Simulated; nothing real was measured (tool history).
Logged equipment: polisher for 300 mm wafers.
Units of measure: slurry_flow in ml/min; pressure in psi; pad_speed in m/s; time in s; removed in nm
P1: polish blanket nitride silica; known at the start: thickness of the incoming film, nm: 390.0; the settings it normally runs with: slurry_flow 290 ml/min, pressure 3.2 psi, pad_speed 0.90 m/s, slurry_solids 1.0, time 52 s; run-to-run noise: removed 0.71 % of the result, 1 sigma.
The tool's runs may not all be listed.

run,hour,slurry_flow,pressure,pad_speed,slurry_solids,time,wafers polished on this pad,hours since the slurry nozzle was cleaned,hours since the head pressure was calibrated,hours since the slurry blender was calibrated,hours since the conditioning disc was replaced,removed
1,4.2,290,3.2,0.90,1.0,52,792,110.8,488.8,179.1,67.0,31.050
2,7.7,290,3.2,0.90,1.0,52,836,114.3,492.3,182.6,70.5,30.852
3,11.9,425,3.2,0.90,1.0,52,888,118.5,496.5,186.8,74.7,31.629
4,15.5,175,3.2,0.90,1.0,52,933,122.1,500.1,190.4,78.3,29.238
5,18.7,290,3.2,0.90,1.0,25,973,125.3,503.3,193.6,81.5,14.913
6,23.5,290,3.2,0.90,1.0,52,1033,130.1,508.1,198.4,86.3,30.682
# hour 24.7: conditioning disc replaced and pad reconditioned
7,27.4,290,4.7,0.90,1.0,75,1082,134.0,512.0,202.3,2.8,64.551
8,30.6,290,3.2,0.90,1.0,52,1122,137.2,515.2,205.5,6.0,31.031
9,34.8,290,1.8,0.90,1.0,52,1174,141.4,519.4,209.7,10.2,17.217
10,37.4,290,3.2,1.34,1.0,52,1207,144.0,522.0,212.3,12.8,42.824
11,39.6,290,3.2,0.40,1.0,52,1234,146.2,524.2,214.5,15.0,16.265
12,44.0,290,3.2,0.90,1.0,52,1289,150.6,528.6,218.9,19.4,30.709
13,48.2,290,3.2,0.90,0.5,52,1342,154.8,532.8,223.1,23.6,21.294
# hour 48.8: slurry nozzle cleaned
# hour 51.3: slurry blender recalibrated
14,52.4,290,3.2,0.90,1.0,52,1394,3.6,537.0,1.2,27.8,30.665
15,55.0,290,3.2,0.90,1.3,52,1427,6.2,539.6,3.8,30.4,34.287
16,59.7,290,3.2,0.90,1.0,81,1485,10.9,544.3,8.5,35.1,48.287
17,62.8,290,5.0,0.90,1.0,52,1524,14.0,547.4,11.6,38.2,49.085
18,65.2,290,3.2,0.90,1.0,52,1554,16.4,549.8,14.0,40.6,31.372
19,69.1,290,3.2,0.90,1.0,52,1603,20.3,553.7,17.9,44.5,29.586
20,73.6,290,3.2,0.90,1.0,52,1659,24.8,558.2,22.4,49.0,28.346
# hour 75.3: slurry nozzle cleaned
# hour 75.5: worn pad replaced by a new one
21,78.2,290,3.2,0.90,1.0,52,34,2.9,562.8,27.0,53.6,27.780
# hour 82.1: conditioning disc replaced and pad reconditioned
22,82.4,290,3.2,0.90,1.0,52,86,7.1,567.0,31.2,0.4,27.776
23,84.5,290,3.2,0.90,1.0,52,113,9.2,569.1,33.3,2.5,27.886
24,88.2,290,3.2,0.90,1.0,52,159,12.9,572.8,37.0,6.2,27.453
25,90.5,290,3.2,0.90,1.0,52,188,15.2,575.1,39.3,8.5,27.631

P1 has crept away from where it was. The log is fitted equally well by each of these 2 causes, at the sizes shown:
A: head's pressure below its setpoint, % = 10.8
B: abrasive missing from the slurry, % = 21
At approximately hour 65.2, the process output began to creep.
All other causes, with the reason each is excluded:
removal rate lost through wear of the pad, %: serviced after onset, at hour 75.5, with no recovery of the prior output
slurry flow missing at the pad, %: serviced after onset, at hour 75.3, with no recovery of the prior output
time polished since the conditioner stopped cutting, s: serviced after onset, at hour 82.1, with no recovery of the prior output

4 check runs are offered, each on 3 wafers whose results are averaged, their results left as question marks. Which one tells the causes apart?
check 1,92.8,290,3.2,0.90,0.55,52,,,,,,?
check 2,92.8,175,2.0,0.90,1.00,52,,,,,,?
check 3,92.8,290,4.7,1.24,1.00,52,,,,,,?
check 4,92.8,290,3.2,0.42,1.00,37,,,,,,?

Predicted outcomes, by check and by cause:
check,result,if A,if B
check 1,removed,20.139,19.461
check 2,removed,16.264,16.268
check 3,removed,52.438,52.449
check 4,removed,10.685,10.687
Gap, in per cent, between the two causes that each check separates least, read from the result that separates them most: check 1 3.42 %; check 2 0.02 %; check 3 0.02 %; check 4 0.02 %
Of the check runs offered, only check 1 discriminates between the causes; the rest would read about the same regardless of which cause applies.

Check 1 has now been run. It gave: removed 19.394 nm. Which of the candidate causes is it?

The cause is B: abrasive missing from the slurry, %.

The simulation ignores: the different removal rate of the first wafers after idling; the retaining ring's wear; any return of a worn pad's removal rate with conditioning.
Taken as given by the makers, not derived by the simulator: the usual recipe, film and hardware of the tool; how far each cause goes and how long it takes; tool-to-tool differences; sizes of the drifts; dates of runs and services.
